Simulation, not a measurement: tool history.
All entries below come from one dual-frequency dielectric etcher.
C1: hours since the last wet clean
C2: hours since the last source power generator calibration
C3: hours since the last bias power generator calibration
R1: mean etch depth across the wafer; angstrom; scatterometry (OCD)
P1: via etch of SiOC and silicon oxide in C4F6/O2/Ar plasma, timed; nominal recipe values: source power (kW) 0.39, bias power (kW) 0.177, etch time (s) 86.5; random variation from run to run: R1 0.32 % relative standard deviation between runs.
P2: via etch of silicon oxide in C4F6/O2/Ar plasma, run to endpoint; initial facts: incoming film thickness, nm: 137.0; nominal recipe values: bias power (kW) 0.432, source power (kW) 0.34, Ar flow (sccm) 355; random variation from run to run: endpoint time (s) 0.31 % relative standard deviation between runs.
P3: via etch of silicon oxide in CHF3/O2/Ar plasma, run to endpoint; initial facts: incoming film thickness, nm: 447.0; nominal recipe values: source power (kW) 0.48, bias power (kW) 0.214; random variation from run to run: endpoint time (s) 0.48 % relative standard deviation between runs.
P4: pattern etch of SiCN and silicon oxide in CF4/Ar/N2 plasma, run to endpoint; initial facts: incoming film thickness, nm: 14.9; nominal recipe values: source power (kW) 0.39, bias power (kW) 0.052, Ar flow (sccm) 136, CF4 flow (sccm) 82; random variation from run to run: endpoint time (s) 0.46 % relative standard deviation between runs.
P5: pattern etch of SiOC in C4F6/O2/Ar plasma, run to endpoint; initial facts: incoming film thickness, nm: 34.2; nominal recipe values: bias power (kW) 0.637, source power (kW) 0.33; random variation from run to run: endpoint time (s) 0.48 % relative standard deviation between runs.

Run 1, day 0.658: process that ran P1, source power (kW) 0.39, bias power (kW) 0.177, etch time (s) 86.5; C1 143.7; C2 801; C3 1167.6. Result: R1 952.76 angstrom.
Run 2, day 1.225: process that ran P5, source power (kW) 0.33, bias power (kW) 0.637; C1 157.3; C2 814.6; C3 1181.2. Result: endpoint time (s) 11.738.
Run 3, day 1.642: process that ran P2, source power (kW) 0.34, bias power (kW) 0.432, Ar flow (sccm) 442; C1 167.3; C2 824.6; C3 1191.2. Result: endpoint time (s) 35.13.
Run 4, day 2.138: process that ran P1, source power (kW) 0.25, bias power (kW) 0.177, etch time (s) 86.5; C1 179.2; C2 836.5; C3 1203.1. Result: R1 803.39 angstrom.
Run 5, day 2.446: process that ran P4, source power (kW) 0.5, bias power (kW) 0.052, Ar flow (sccm) 136, CF4 flow (sccm) 82; C1 186.6; C2 843.9; C3 1210.5. Result: endpoint time (s) 17.791.
Run 6, day 2.846: process that ran P5, source power (kW) 0.33, bias power (kW) 0.637; C1 196.2; C2 853.5; C3 1220.1. Result: endpoint time (s) 11.616.
Run 7, day 3.162: process that ran P1, source power (kW) 0.39, bias power (kW) 0.177, etch time (s) 60; C1 203.8; C2 861.1; C3 1227.7. Result: R1 659.5 angstrom.
Run 8, day 3.608: process that ran P4, source power (kW) 0.39, bias power (kW) 0.039, Ar flow (sccm) 136, CF4 flow (sccm) 82; C1 214.5; C2 871.8; C3 1238.4. Result: endpoint time (s) 24.199.
Run 9, day 4.175: process that ran P1, source power (kW) 0.39, bias power (kW) 0.177, etch time (s) 86.5; C1 228.1; C2 885.4; C3 1252. Result: R1 950.02 angstrom.
Run 10, day 4.567: process that ran P1, source power (kW) 0.29, bias power (kW) 0.177, etch time (s) 117.5; C1 237.5; C2 894.8; C3 1261.4. Result: R1 1157 angstrom.
Run 11, day 5.142: process that ran P4, source power (kW) 0.39, bias power (kW) 0.052, Ar flow (sccm) 96, CF4 flow (sccm) 82; C1 251.3; C2 908.6; C3 1275.2. Result: endpoint time (s) 20.773.
Run 12, day 5.479: process that ran P1, source power (kW) 0.39, bias power (kW) 0.237, etch time (s) 86.5; C1 259.4; C2 916.7; C3 1283.3. Result: R1 1049.8 angstrom.
Run 13, day 5.988: process that ran P3, source power (kW) 0.48, bias power (kW) 0.214; C1 271.6; C2 928.9; C3 1295.5. Result: endpoint time (s) 230.92.
Run 14, day 6.446: process that ran P1, source power (kW) 0.39, bias power (kW) 0.177, etch time (s) 86.5; C1 282.6; C2 939.9; C3 1306.5. Result: R1 955.78 angstrom.
Run 15, day 7.042: process that ran P5, source power (kW) 0.46, bias power (kW) 0.637; C1 296.9; C2 954.2; C3 1320.8. Result: endpoint time (s) 10.35.
Run 16, day 7.362: process that ran P1, source power (kW) 0.39, bias power (kW) 0.177, etch time (s) 86.5; C1 304.6; C2 961.9; C3 1328.5. Result: R1 950.34 angstrom.
Run 17, day 7.988: process that ran P3, source power (kW) 0.48, bias power (kW) 0.214; C1 319.6; C2 976.9; C3 1343.5. Result: endpoint time (s) 231.15.
Run 18, day 8.379: process that ran P4, source power (kW) 0.39, bias power (kW) 0.052, Ar flow (sccm) 136, CF4 flow (sccm) 99; C1 329; C2 986.3; C3 1352.9. Result: endpoint time (s) 21.418.
Run 19, day 8.862: process that ran P1, source power (kW) 0.39, bias power (kW) 0.145, etch time (s) 115.5; C1 340.6; C2 997.9; C3 1364.5. Result: R1 1198 angstrom.
Run 20, day 9.45: process that ran P4, source power (kW) 0.39, bias power (kW) 0.052, Ar flow (sccm) 136, CF4 flow (sccm) 82; C1 354.7; C2 1012; C3 1378.6. Result: endpoint time (s) 22.019.
Run 21, day 9.762: process that ran P5, source power (kW) 0.33, bias power (kW) 0.474; C1 362.2; C2 1019.5; C3 1386.1. Result: endpoint time (s) 13.166.
Run 22, day 10.342: process that ran P2, source power (kW) 0.34, bias power (kW) 0.299, Ar flow (sccm) 355; C1 376.1; C2 1033.4; C3 1400. Result: endpoint time (s) 39.053.
Run 23, day 10.7: process that ran P3, source power (kW) 0.34, bias power (kW) 0.214; C1 384.7; C2 1042; C3 1408.6. Result: endpoint time (s) 262.18.
Run 24, day 11.283: process that ran P3, source power (kW) 0.48, bias power (kW) 0.282; C1 398.7; C2 1056; C3 1422.6. Result: endpoint time (s) 208.3.
Run 25, day 11.692: process that ran P1, source power (kW) 0.47, bias power (kW) 0.177, etch time (s) 123; C1 408.5; C2 1065.8; C3 1432.4. Result: R1 1460.4 angstrom.
Run 26, day 12.042: process that ran P1, source power (kW) 0.39, bias power (kW) 0.143, etch time (s) 86.5; C1 416.9; C2 1074.2; C3 1440.8. Result: R1 894.18 angstrom.
Run 27, day 12.338: process that ran P1, source power (kW) 0.39, bias power (kW) 0.177, etch time (s) 86.5; C1 424; C2 1081.3; C3 1447.9. Result: R1 954.07 angstrom.

Run 28 has not been measured yet. What should we expect?
Run 28, day 12.817: process that ran P1, source power (kW) 0.55, bias power (kW) 0.177, etch time (s) 86.5; C1 435.5; C2 1092.8; C3 1459.4. Result: R1 ?.

Run 28 gave R1 1087.8 angstrom.
